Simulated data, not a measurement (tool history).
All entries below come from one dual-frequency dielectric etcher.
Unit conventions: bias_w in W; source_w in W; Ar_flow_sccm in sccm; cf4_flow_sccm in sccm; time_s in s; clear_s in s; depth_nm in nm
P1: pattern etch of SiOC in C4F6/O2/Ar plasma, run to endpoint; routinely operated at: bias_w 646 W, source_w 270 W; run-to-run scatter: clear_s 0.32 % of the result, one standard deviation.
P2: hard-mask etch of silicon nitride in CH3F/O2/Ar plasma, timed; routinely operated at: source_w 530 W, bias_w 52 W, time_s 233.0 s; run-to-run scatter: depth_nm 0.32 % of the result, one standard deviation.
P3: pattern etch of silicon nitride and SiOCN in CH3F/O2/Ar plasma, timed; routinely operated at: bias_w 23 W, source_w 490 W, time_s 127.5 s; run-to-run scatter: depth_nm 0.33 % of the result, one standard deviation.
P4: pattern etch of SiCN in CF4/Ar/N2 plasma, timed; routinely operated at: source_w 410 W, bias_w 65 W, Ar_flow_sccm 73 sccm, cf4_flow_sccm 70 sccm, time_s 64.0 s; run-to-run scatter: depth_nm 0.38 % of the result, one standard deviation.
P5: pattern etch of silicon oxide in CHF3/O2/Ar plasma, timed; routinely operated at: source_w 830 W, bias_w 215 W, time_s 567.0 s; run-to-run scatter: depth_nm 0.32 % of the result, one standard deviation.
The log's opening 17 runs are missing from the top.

run   hour  process  bias_w  source_w  Ar_flow_sccm  cf4_flow_sccm  time_s  hours since the last wet clean  hours since the last bias power generator calibration  hours since the last source power generator calibration  clear_s  depth_nm
 18  146.0       P2      52       360                                233.0                            33.0                                                 3187.7                                                   2537.2            140.910
 19  153.5       P5     215       830                                567.0                            40.5                                                 3195.2                                                   2544.7           1361.700
 20  161.7       P2      52       530                                233.0                            48.7                                                 3203.4                                                   2552.9            164.470
 21  166.6       P1     494       320                                                                 53.6                                                 3208.3                                                   2557.8   13.301
 22  171.6       P3      23       490                                187.5                            58.6                                                 3213.3                                                   2562.8             27.129
 23  176.4       P3      32       490                                127.5                            63.4                                                 3218.1                                                   2567.6             21.458
 24  181.6       P1     646       270                                                                 68.6                                                 3223.3                                                   2572.8   12.676
 25  189.8       P5     295       830                                567.0                            76.8                                                 3231.5                                                   2581.0           1514.500
 26  196.4       P3      23       690                                127.5                            83.4                                                 3238.1                                                   2587.6             20.879
 27  206.2       P1     646       180                                                                 93.2                                                 3247.9                                                   2597.4   14.645
 28  216.8       P1     893       200                                                                103.8                                                 3258.5                                                   2608.0   12.377
 29  223.5       P1     469       270                                                                110.5                                                 3265.2                                                   2614.7   14.408
 30  230.3       P3      23       490                                127.5                           117.3                                                 3272.0                                                   2621.5             18.504
 31  235.4       P1     414       200                                                                122.4                                                 3277.1                                                   2626.6   16.780
 32  243.4       P5     215       830                                312.0                           130.4                                                 3285.1                                                   2634.6            747.470
 33  252.3       P2      71       530                                233.0                           139.3                                                 3294.0                                                   2643.5            182.340
 34  258.8       P1     646       270                                                                145.8                                                 3300.5                                                   2650.0   12.712

What does the tool deliver on the next run?
 35  267.2       P1     646       270                                                                154.2                                                 3308.9                                                   2658.4        ?

Run 35 gave clear_s 12.645 s.

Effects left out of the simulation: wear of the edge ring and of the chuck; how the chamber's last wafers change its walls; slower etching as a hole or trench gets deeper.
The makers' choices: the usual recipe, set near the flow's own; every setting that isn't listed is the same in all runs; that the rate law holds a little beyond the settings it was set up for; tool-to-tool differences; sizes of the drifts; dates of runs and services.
